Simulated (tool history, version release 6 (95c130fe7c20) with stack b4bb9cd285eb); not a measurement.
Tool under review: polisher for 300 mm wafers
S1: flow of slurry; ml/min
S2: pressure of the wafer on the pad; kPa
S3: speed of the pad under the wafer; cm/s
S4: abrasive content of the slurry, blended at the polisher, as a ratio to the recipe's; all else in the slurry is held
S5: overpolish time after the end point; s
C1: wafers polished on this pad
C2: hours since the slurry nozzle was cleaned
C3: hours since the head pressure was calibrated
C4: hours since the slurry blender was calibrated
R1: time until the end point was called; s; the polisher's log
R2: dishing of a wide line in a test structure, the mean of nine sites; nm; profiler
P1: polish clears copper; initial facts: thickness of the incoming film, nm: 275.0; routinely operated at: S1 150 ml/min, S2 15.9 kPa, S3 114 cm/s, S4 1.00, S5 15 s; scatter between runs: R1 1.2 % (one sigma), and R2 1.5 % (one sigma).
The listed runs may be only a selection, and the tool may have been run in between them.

{"run": 1, "hour": 12.6, "S1": 150, "S2": 15.9, "S3": 114, "S4": 1.0, "S5": 15, "C1": 454, "C2": 278.6, "C3": 389.0, "C4": 93.1, "R1": 87.43, "R2": 33.319}
{"run": 2, "hour": 25.8, "S1": 150, "S2": 21.4, "S3": 114, "S4": 1.0, "S5": 15, "C1": 592, "C2": 291.8, "C3": 402.2, "C4": 106.3, "R1": 64.467, "R2": 43.519}
{"run": 3, "hour": 34.0, "S1": 225, "S2": 15.9, "S3": 114, "S4": 1.0, "S5": 15, "C1": 678, "C2": 300.0, "C3": 410.4, "C4": 114.5, "R1": 82.524, "R2": 35.739}
{"run": 4, "hour": 45.1, "S1": 150, "S2": 15.9, "S3": 114, "S4": 1.0, "S5": 4, "C1": 795, "C2": 311.1, "C3": 421.5, "C4": 125.6, "R1": 86.277, "R2": 9.8625}
{"hour": 46.6, "done": "slurry blender recalibrated"}
{"run": 5, "hour": 55.6, "S1": 150, "S2": 15.9, "S3": 114, "S4": 1.0, "S5": 15, "C1": 905, "C2": 321.6, "C3": 432.0, "C4": 9.1, "R1": 88.943, "R2": 32.125}
{"run": 6, "hour": 62.3, "S1": 150, "S2": 15.9, "S3": 114, "S4": 1.0, "S5": 15, "C1": 976, "C2": 328.3, "C3": 438.7, "C4": 15.8, "R1": 87.366, "R2": 34.105}
{"run": 7, "hour": 71.1, "S1": 150, "S2": 15.9, "S3": 172, "S4": 1.0, "S5": 15, "C1": 1068, "C2": 337.1, "C3": 447.5, "C4": 24.6, "R1": 58.324, "R2": 48.76}
{"run": 8, "hour": 82.0, "S1": 95, "S2": 15.9, "S3": 114, "S4": 1.0, "S5": 15, "C1": 1183, "C2": 348.0, "C3": 458.4, "C4": 35.5, "R1": 98.496, "R2": 30.35}
{"run": 9, "hour": 89.3, "S1": 150, "S2": 15.9, "S3": 162, "S4": 0.65, "S5": 15, "C1": 1259, "C2": 355.3, "C3": 465.7, "C4": 42.8, "R1": 67.909, "R2": 42.366}
{"run": 10, "hour": 97.0, "S1": 150, "S2": 15.9, "S3": 52, "S4": 1.0, "S5": 15, "C1": 1340, "C2": 363.0, "C3": 473.4, "C4": 50.5, "R1": 193.74, "R2": 16.092}
{"run": 11, "hour": 104.0, "S1": 150, "S2": 15.9, "S3": 114, "S4": 1.5, "S5": 15, "C1": 1414, "C2": 370.0, "C3": 480.4, "C4": 57.5, "R1": 80.28, "R2": 36.044}
{"run": 12, "hour": 117.5, "S1": 150, "S2": 15.9, "S3": 114, "S4": 0.65, "S5": 15, "C1": 1556, "C2": 383.5, "C3": 493.9, "C4": 71.0, "R1": 96.368, "R2": 30.794}
{"run": 13, "hour": 128.1, "S1": 150, "S2": 15.9, "S3": 114, "S4": 1.0, "S5": 15, "C1": 1667, "C2": 394.1, "C3": 504.5, "C4": 81.6, "R1": 87.714, "R2": 32.99}
{"run": 14, "hour": 137.0, "S1": 150, "S2": 8.3, "S3": 114, "S4": 1.0, "S5": 15, "C1": 1761, "C2": 403.0, "C3": 513.4, "C4": 90.5, "R1": 169.37, "R2": 17.987}
{"run": 15, "hour": 150.8, "S1": 150, "S2": 15.9, "S3": 114, "S4": 1.0, "S5": 15, "C1": 1906, "C2": 416.8, "C3": 527.2, "C4": 104.3, "R1": 88.059, "R2": 34.062}
{"run": 16, "hour": 161.5, "S1": 150, "S2": 15.9, "S3": 114, "S4": 1.0, "S5": 28, "C1": 2018, "C2": 427.5, "C3": 537.9, "C4": 115.0, "R1": 90.534, "R2": 55.86}
{"run": 17, "hour": 175.0, "S1": 150, "S2": 15.9, "S3": 114, "S4": 1.0, "S5": 15, "C1": 2160, "C2": 441.0, "C3": 551.4, "C4": 128.5, "R1": 89.698, "R2": 34.371}
{"run": 18, "hour": 187.1, "S1": 150, "S2": 15.9, "S3": 114, "S4": 1.0, "S5": 15, "C1": 2287, "C2": 453.1, "C3": 563.5, "C4": 140.6, "R1": 91.71, "R2": 32.834}
{"run": 19, "hour": 198.7, "S1": 150, "S2": 15.9, "S3": 114, "S4": 1.0, "S5": 15, "C1": 2409, "C2": 464.7, "C3": 575.1, "C4": 152.2, "R1": 93.379, "R2": 31.757}
{"run": 20, "hour": 205.4, "S1": 150, "S2": 15.9, "S3": 114, "S4": 1.0, "S5": 15, "C1": 2479, "C2": 471.4, "C3": 581.8, "C4": 158.9, "R1": 92.812, "R2": 32.133}
{"run": 21, "hour": 218.0, "S1": 150, "S2": 15.9, "S3": 114, "S4": 1.0, "S5": 15, "C1": 2612, "C2": 484.0, "C3": 594.4, "C4": 171.5, "R1": 93.485, "R2": 32.158}
{"run": 22, "hour": 227.2, "S1": 150, "S2": 15.9, "S3": 114, "S4": 1.0, "S5": 15, "C1": 2708, "C2": 493.2, "C3": 603.6, "C4": 180.7, "R1": 96.019, "R2": 31.478}
{"hour": 238.3, "done": "slurry blender recalibrated"}
{"run": 23, "hour": 239.8, "S1": 150, "S2": 15.9, "S3": 114, "S4": 1.0, "S5": 15, "C1": 2841, "C2": 505.8, "C3": 616.2, "C4": 1.6, "R1": 96.09, "R2": 31.199}
{"hour": 241.7, "done": "head pressure recalibrated"}
{"run": 24, "hour": 253.5, "S1": 150, "S2": 15.9, "S3": 114, "S4": 1.0, "S5": 15, "C1": 2985, "C2": 519.5, "C3": 11.9, "C4": 15.3, "R1": 96.52, "R2": 30.894}
{"run": 25, "hour": 266.3, "S1": 150, "S2": 15.9, "S3": 114, "S4": 1.0, "S5": 15, "C1": 3119, "C2": 532.3, "C3": 24.7, "C4": 28.1, "R1": 96.905, "R2": 30.692}

What P1 gives has crept off from where it sat before. The 2 causes that follow fit the log equally well, each at the size noted:
A: slurry flow missing at the pad, % = 33.9
B: removal rate lost through wear of the pad, % = 8.39
Onset of the creep was near hour 175.0.
The rest of the possible causes, and what rules out each one:
head's pressure below its setpoint, %: was serviced at hour 241.7, once the creep was under way, yet the earlier output never came back
abrasive missing from the slurry, %: was serviced at hour 238.3, once the creep was under way, yet the earlier output never came back

Consider the 4 check runs below, whose results appear as question marks and each of which averages 5 wafers. Which one distinguishes the causes, in that each cause would give it a clearly different result?
{"run": "check 1", "hour": 279.1, "S1": 150, "S2": 15.9, "S3": 114, "S4": 0.65, "S5": 15, "R1": "?", "R2": "?"}
{"run": "check 2", "hour": 279.1, "S1": 150, "S2": 15.9, "S3": 64, "S4": 1.0, "S5": 15, "R1": "?", "R2": "?"}
{"run": "check 3", "hour": 279.1, "S1": 150, "S2": 15.9, "S3": 114, "S4": 1.45, "S5": 22, "R1": "?", "R2": "?"}
{"run": "check 4", "hour": 279.1, "S1": 95, "S2": 20.0, "S3": 114, "S4": 1.0, "S5": 15, "R1": "?", "R2": "?"}

Outcome of each check run for each possible cause:
check=check_1 result=R1 if_A=105.460 if_B=105.460
check=check_1 result=R2 if_A=28.5600 if_B=28.5590
check=check_2 result=R1 if_A=171.700 if_B=171.700
check=check_2 result=R2 if_A=18.2610 if_B=18.2610
check=check_3 result=R1 if_A=88.861 if_B=88.863
check=check_3 result=R2 if_A=46.0970 if_B=46.0960
check=check_4 result=R1 if_A=88.083 if_B=84.377
check=check_4 result=R2 if_A=33.8740 if_B=35.1880
Separation of the two closest causes in each check, using whichever result separates them best: check 1 0 %; check 2 0 %; check 3 0 %; check 4 4.3 %
The other checks would show nearly matching results whichever cause is true, so check 4 is the only one that separates the causes.

Running check 4 produced the following: R1 84.090 s; R2 35.3050 nm. Which one of the listed causes fits?

It is B: removal rate lost through wear of the pad, %.
